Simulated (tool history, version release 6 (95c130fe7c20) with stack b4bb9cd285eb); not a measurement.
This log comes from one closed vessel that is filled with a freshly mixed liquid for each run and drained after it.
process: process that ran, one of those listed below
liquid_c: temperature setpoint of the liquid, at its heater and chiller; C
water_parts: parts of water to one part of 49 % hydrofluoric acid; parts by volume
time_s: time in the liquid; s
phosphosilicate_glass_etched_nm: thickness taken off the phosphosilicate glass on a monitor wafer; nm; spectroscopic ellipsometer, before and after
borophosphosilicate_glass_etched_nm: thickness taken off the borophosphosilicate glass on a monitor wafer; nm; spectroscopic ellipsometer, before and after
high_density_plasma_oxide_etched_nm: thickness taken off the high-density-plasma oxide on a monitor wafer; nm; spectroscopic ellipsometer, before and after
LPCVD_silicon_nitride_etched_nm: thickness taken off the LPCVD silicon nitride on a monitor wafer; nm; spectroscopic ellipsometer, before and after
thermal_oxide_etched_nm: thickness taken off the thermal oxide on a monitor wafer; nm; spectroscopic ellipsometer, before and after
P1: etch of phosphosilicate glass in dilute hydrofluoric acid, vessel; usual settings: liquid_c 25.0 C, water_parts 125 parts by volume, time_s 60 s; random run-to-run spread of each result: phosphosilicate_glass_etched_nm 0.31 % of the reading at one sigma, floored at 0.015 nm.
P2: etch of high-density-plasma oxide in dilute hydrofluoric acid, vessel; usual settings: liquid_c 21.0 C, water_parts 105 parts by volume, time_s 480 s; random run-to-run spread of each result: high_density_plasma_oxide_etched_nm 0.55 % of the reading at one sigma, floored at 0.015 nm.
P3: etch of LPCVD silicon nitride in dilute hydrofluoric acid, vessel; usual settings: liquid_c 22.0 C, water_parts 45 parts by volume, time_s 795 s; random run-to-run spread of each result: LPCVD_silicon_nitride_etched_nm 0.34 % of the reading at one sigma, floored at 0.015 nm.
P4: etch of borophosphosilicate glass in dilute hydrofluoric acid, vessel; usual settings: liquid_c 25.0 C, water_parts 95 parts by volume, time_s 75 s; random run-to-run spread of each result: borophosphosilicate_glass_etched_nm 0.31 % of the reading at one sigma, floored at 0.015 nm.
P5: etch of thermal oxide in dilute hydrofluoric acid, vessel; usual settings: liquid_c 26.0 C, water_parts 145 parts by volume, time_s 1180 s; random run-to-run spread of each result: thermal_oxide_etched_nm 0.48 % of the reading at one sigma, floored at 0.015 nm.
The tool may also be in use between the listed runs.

run    day  process  liquid_c  water_parts  time_s  hours since the thermometer was replaced  hours since the hydrofluoric acid flow meter was replaced  phosphosilicate_glass_etched_nm  borophosphosilicate_glass_etched_nm  high_density_plasma_oxide_etched_nm  LPCVD_silicon_nitride_etched_nm  thermal_oxide_etched_nm
  1  0.142       P1      25.0          125      60                                    1717.8                                                      820.7                           80.703
  2  0.392       P1      29.0          125      60                                    1723.8                                                      826.7                           93.278
  3  0.579       P4      31.5           95      75                                    1728.3                                                      831.2                                                                70.197
  4  0.754       P4      25.0           95     110                                    1732.5                                                      835.4                                                                80.413
  5  1.000       P1      25.0          125      60                                    1738.4                                                      841.3                           80.714
  6  1.196       P1      25.0          205     105                                    1743.1                                                      846.0                           78.348
  7  1.333       P1      20.0          170      60                                    1746.4                                                      849.3                           45.951
  8  1.521       P2      21.0           55     480                                    1750.9                                                      853.8                                                                                                     58.876
  9  1.650       P2      24.5          105     480                                    1754.0                                                      856.9                                                                                                     32.967
 10  1.888       P4      25.0           95      75                                    1759.7                                                      862.6                                                                54.812
 11  2.146       P1      25.0          125      60                                    1765.9                                                      868.8                           80.194
 12  2.333       P1      25.0           25      60                                    1770.4                                                      873.3                          458.840
 13  2.471       P2      21.0          105     480                                    1773.7                                                      876.6                                                                                                     28.473
 14  2.725       P1      25.0          125      30                                    1779.8                                                      882.7                           40.071
 15  2.846       P3      22.0           75     795                                    1782.7                                                      885.6                                                                                                                                      4.9941
 16  3.054       P1      25.0          125      60                                    1787.7                                                      890.6                           80.271
 17  3.300       P1      25.0          125      60                                    1793.6                                                      896.5                           80.048
 18  3.471       P2      21.0          105     480                                    1797.7                                                      900.6                                                                                                     28.536
 19  3.600       P2      21.0          105     270                                    1800.8                                                      903.7                                                                                                     16.142
 20  3.775       P5      26.0          145    1180                                    1805.0                                                      907.9                                                                                                                                                              36.6840
 21  3.917       P5      26.0          145     260                                    1808.4                                                      911.3                                                                                                                                                               8.1177
 22  4.054       P1      19.0          125      60                                    1811.7                                                      914.6                           63.674
 23  4.238       P1      25.0          125     115                                    1816.1                                                      919.0                          154.340
 24  4.400       P1      25.0          205      95                                    1820.0                                                      922.9                           70.919
 25  4.575       P3      22.0           45     795                                    1824.2                                                      927.1                                                                                                                                      8.2174
 26  4.846       P3      22.0           45     410                                    1830.7                                                      933.6                                                                                                                                      4.2653
 27  5.083       P1      25.0          125      60                                    1836.4                                                      939.3                           80.106
 28  5.350       P3      17.5           45     795                                    1842.8                                                      945.7                                                                                                                                      6.0279
 29  5.588       P3      22.0           45     795                                    1848.5                                                      951.4                                                                                                                                      8.2569
 30  5.788       P1      25.0          125      60                                    1853.3                                                      956.2                           80.654
 31  6.017       P5      33.0          145    1180                                    1858.8                                                      961.7                                                                                                                                                              47.4700
 32  6.208       P4      25.0           95      75                                    1863.4                                                      966.3                                                                54.796
 33  6.338       P5      26.0          200    1180                                    1866.5                                                      969.4                                                                                                                                                              25.3940
 34  6.604       P4      25.0           40      75                                    1872.9                                                      975.8                                                               139.480
 35  6.742       P1      25.0          225      60                                    1876.2                                                      979.1                           39.830
 36  7.008       P5      26.0          145    1180                                    1882.6                                                      985.5                                                                                                                                                              37.3140
 37  7.138       P1      25.0          125      60                                    1885.7                                                      988.6                           80.458
 38  7.321       P1      25.0          125      60                                    1890.1                                                      993.0                           83.267
 39  7.575       P1      25.0          125      60                                    1896.2                                                      999.1                           85.724
 40  7.792       P1      25.0          125      60                                    1901.4                                                     1004.3                           86.759
 41  8.050       P1      25.0          125      60                                    1907.6                                                     1010.5                           87.291
 42  8.221       P1      25.0          125      60                                    1911.7                                                     1014.6                           87.382
 43  8.483       P1      25.0          125      60                                    1918.0                                                     1020.9                           87.615
 44  8.738       P1      25.0          125      60                                    1924.1                                                     1027.0                           87.928

Compared with where it was, what P1 gives has crept away. Each cause listed below fits the log as well as the rest, at the size given for it:
A: liquid hotter than its thermometer reads (K) = 2.26
B: hydrofluoric acid flow above the setpoint (%) = 7.79
The gradual shift began around day 7.138.

Consider the 4 single-wafer check runs listed below, results given as question marks: which one distinguishes between the causes by giving clearly different results for each?
check 1  8.992       P3      22.0           45     795                                                                                                                                                                                                                                                ?
check 2  8.992       P5      26.0          145    1180                                                                                                                                                                                                                                                                         ?
check 3  8.992       P4      25.0           95      75                                                                                                                                                                          ?
check 4  8.992       P2      21.0          105     480                                                                                                                                                                                                               ?

Check results expected under each cause:
  check                               result     if A     if B
check 1      LPCVD_silicon_nitride_etched_nm   9.5994   8.8540
check 2              thermal_oxide_etched_nm  40.2860  40.4370
check 3  borophosphosilicate_glass_etched_nm   59.885   59.626
check 4  high_density_plasma_oxide_etched_nm   31.386   31.165
Minimum pairwise separation of causes per check, each pair taken at its best-separating result: check 1 8.08 %; check 2 0.37 %; check 3 0.43 %; check 4 0.71 %
Only check 1 tells the causes apart: in the others they would give nearly the same result.

With check 1 done, the readings were: LPCVD_silicon_nitride_etched_nm 9.5337 nm. Identify which of the listed causes applies.

The cause is A: liquid hotter than its thermometer reads (K).
